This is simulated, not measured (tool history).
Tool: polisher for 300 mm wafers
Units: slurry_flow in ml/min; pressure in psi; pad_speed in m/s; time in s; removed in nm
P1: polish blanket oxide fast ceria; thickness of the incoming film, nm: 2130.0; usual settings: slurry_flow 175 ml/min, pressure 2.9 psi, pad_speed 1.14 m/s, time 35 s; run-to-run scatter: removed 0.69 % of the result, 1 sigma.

| run | hour | slurry_flow | pressure | pad_speed | time | wafers polished on this pad | hours since the slurry nozzle was cleaned | hours since the head pressure was calibrated | removed |
|---|---|---|---|---|---|---|---|---|---|
| 1 | 13.0 | 175 | 2.9 | 1.14 | 35 | 671 | 298.1 | 324.3 | 719.03 |
| 2 | 27.0 | 175 | 3.6 | 1.46 | 35 | 910 | 312.1 | 338.3 | 1134.10 |
| 3 | 40.9 | 175 | 4.4 | 1.14 | 35 | 1146 | 326.0 | 352.2 | 1083.40 |
| 4 | 52.6 | 175 | 2.9 | 1.14 | 35 | 1346 | 337.7 | 363.9 | 710.54 |
| 5 | 63.7 | 175 | 2.9 | 1.14 | 18 | 1535 | 348.8 | 375.0 | 368.32 |
| 6 | 80.6 | 175 | 1.7 | 1.14 | 35 | 1823 | 365.7 | 391.9 | 422.19 |
| 7 | 92.3 | 245 | 2.9 | 1.14 | 35 | 2022 | 377.4 | 403.6 | 748.33 |
| 8 | 101.1 | 175 | 2.9 | 1.44 | 24 | 2172 | 386.2 | 412.4 | 612.60 |
| 9 | 113.1 | 175 | 2.9 | 1.70 | 35 | 2376 | 398.2 | 424.4 | 1079.70 |
| 10 | 129.9 | 175 | 2.9 | 0.84 | 35 | 2663 | 415.0 | 441.2 | 530.07 |
| 11 | 138.8 | 175 | 2.9 | 1.14 | 47 | 2814 | 423.9 | 450.1 | 958.99 |
|  | 146.0 | slurry nozzle cleaned |
| 12 | 155.7 | 175 | 2.9 | 1.14 | 35 | 3102 | 9.7 | 467.0 | 722.28 |
| 13 | 167.1 | 175 | 2.9 | 1.14 | 35 | 3296 | 21.1 | 478.4 | 714.35 |
| 14 | 176.8 | 125 | 2.9 | 1.14 | 35 | 3462 | 30.8 | 488.1 | 677.06 |
| 15 | 186.4 | 175 | 2.9 | 1.14 | 35 | 3625 | 40.4 | 497.7 | 722.35 |
| 16 | 199.6 | 175 | 2.9 | 1.14 | 35 | 3850 | 53.6 | 510.9 | 710.88 |
| 17 | 212.7 | 175 | 2.9 | 1.14 | 35 | 4073 | 66.7 | 524.0 | 718.01 |
| 18 | 223.0 | 175 | 2.9 | 1.14 | 35 | 4249 | 77.0 | 534.3 | 702.15 |
| 19 | 236.8 | 175 | 2.9 | 1.14 | 35 | 4484 | 90.8 | 548.1 | 685.35 |
| 20 | 255.4 | 175 | 2.9 | 1.14 | 35 | 4801 | 109.4 | 566.7 | 666.89 |
| 21 | 268.2 | 175 | 2.9 | 1.14 | 35 | 5019 | 122.2 | 579.5 | 669.01 |
|  | 274.0 | worn pad replaced by a new one |
| 22 | 280.9 | 175 | 2.9 | 1.14 | 35 | 119 | 134.9 | 592.2 | 659.40 |
| 23 | 290.8 | 175 | 2.9 | 1.14 | 35 | 287 | 144.8 | 602.1 | 657.52 |
| 24 | 302.1 | 175 | 2.9 | 1.14 | 35 | 480 | 156.1 | 613.4 | 668.87 |
| 25 | 314.6 | 175 | 2.9 | 1.14 | 35 | 693 | 168.6 | 625.9 | 661.04 |

What P1 gives has crept away from where it was. These 2 causes fit the log equally well, each at the size given:
A: head's pressure below its setpoint, % = 7.96
B: slurry flow missing at the pad, % = 36.1
The creep began at about hour 212.7.
Why every other cause is out:
removal rate lost through wear of the pad, %: serviced at hour 274.0, which brought nothing back

4 check runs are offered, each on 5 wafers whose results are averaged, their results left as question marks. Which one tells the causes apart?
| check 1 | 327.1 | 175 | 2.0 | 1.14 | 35 |  |  |  | ? |
| check 2 | 327.1 | 175 | 2.9 | 1.14 | 42 |  |  |  | ? |
| check 3 | 327.1 | 245 | 2.9 | 1.14 | 35 |  |  |  | ? |
| check 4 | 327.1 | 175 | 3.7 | 1.14 | 35 |  |  |  | ? |

What each check would give under each cause:
| check | result | if A | if B |
|---|---|---|---|
| check 1 | removed | 455.55 | 455.62 |
| check 2 | removed | 792.66 | 792.77 |
| check 3 | removed | 689.61 | 705.21 |
| check 4 | removed | 842.77 | 842.89 |
How far apart the two closest causes lie, in the result that separates them most: check 1 0.01 %; check 2 0.01 %; check 3 2.24 %; check 4 0.01 %
Only check 3 tells the causes apart: in the others they would give nearly the same result.

Then check 3 was run and gave: removed 687.46 nm. Which cause is it?

It is A: head's pressure below its setpoint, %.
